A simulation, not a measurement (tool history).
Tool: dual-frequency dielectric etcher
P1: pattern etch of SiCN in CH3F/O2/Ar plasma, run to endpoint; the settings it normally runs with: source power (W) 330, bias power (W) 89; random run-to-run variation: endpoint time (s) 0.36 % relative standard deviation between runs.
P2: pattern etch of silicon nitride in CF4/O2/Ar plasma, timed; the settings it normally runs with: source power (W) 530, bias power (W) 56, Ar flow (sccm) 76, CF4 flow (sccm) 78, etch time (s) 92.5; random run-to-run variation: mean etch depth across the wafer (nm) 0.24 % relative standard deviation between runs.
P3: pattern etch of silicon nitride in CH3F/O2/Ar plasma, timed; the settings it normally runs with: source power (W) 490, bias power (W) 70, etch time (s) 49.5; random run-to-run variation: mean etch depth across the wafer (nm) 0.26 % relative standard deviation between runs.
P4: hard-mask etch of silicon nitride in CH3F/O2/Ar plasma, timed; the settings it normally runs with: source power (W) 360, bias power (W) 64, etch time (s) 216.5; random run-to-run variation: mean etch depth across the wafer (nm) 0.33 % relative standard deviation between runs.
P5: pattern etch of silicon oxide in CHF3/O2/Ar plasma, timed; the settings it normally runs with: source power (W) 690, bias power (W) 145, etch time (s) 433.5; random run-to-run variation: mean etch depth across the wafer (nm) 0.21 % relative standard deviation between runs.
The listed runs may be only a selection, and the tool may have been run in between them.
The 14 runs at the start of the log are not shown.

run,day,process that ran,source power (W),bias power (W),etch time (s),Ar flow (sccm),CF4 flow (sccm),endpoint time (s),mean etch depth across the wafer (nm)
15,7.283,P1,330,89,,,,23.281,
16,7.738,P1,330,89,,,,23.475,
17,8.429,P1,330,89,,,,23.323,
# day 8.867: wet clean of the chamber
18,8.879,P1,210,89,,,,27.635,
19,9.233,P3,490,70,49.5,,,,35.657
20,9.621,P3,490,99,49.5,,,,40.167
21,10.246,P2,420,56,92.5,76,78,,162.910
22,10.733,P2,530,56,92.5,76,78,,197.500
23,11.329,P2,530,56,121.0,76,78,,259.350
24,12.004,P5,690,145,433.5,,,,863.600
25,12.646,P4,360,64,216.5,,,,138.370
26,13.008,P5,690,145,433.5,,,,859.790
27,13.558,P3,490,70,49.5,,,,35.484
28,14.217,P4,360,40,216.5,,,,118.660
29,14.538,P1,430,89,,,,21.029,
30,15.250,P1,330,125,,,,20.434,
31,15.858,P3,490,70,37.5,,,,26.946
32,16.392,P2,530,56,92.5,76,53,,189.450
33,16.746,P1,330,66,,,,25.978,
34,17.421,P1,330,89,,,,23.172,

Run 35 comes next. What will it give?
35,17.883,P1,330,89,,,,?,

{"run 35": {"endpoint time (s)": 23.347}}

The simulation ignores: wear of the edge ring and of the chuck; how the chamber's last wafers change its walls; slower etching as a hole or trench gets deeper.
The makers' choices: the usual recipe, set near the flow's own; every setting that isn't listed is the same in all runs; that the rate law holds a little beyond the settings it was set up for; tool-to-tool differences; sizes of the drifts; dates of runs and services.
